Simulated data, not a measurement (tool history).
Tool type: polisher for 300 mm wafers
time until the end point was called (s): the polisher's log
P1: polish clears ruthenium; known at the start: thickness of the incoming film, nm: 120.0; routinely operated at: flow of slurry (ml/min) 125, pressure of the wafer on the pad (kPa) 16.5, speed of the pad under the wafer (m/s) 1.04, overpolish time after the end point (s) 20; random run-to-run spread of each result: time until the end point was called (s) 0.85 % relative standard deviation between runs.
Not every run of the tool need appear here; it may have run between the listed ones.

run   hour  flow of slurry (ml/min)  pressure of the wafer on the pad (kPa)  speed of the pad under the wafer (m/s)  overpolish time after the end point (s)  time until the end point was called (s)
  1   17.8                      125                                    16.5                                    1.04                                       20                                   87.178
  2   28.2                      125                                    16.5                                    1.04                                       20                                   87.171
  3   41.1                      125                                    16.5                                    0.66                                        8                                   137.52
  4   53.2                      180                                    16.5                                    1.04                                       20                                   80.688
  5   61.6                       75                                    16.5                                    1.04                                       20                                   99.863
  6   72.5                      125                                    16.5                                    1.04                                       20                                   86.441
  7   88.2                      125                                    16.5                                    0.62                                       20                                   146.49
  8  104.9                       75                                    16.5                                     1.4                                       20                                   74.164
  9  122.8                      125                                    16.5                                    1.04                                       30                                   86.924
 10  131.7                      125                                    16.5                                    1.04                                       20                                   86.572
 11  146.4                      125                                    16.5                                    1.04                                       20                                   86.973
 12  155.1                      125                                    16.5                                     1.3                                       20                                   69.536
 13  165.2                      125                                    24.8                                    1.04                                       20                                   57.805
 14  180.1                      125                                    16.5                                    1.04                                        9                                   86.498
 15  197.8                      125                                    10.3                                    1.04                                       20                                   139.13

Estimate the outcome of run 16 from the log above:
 16  207.7                      125                                    21.4                                    1.04                                       11                                        ?

time until the end point was called (s): 66.386
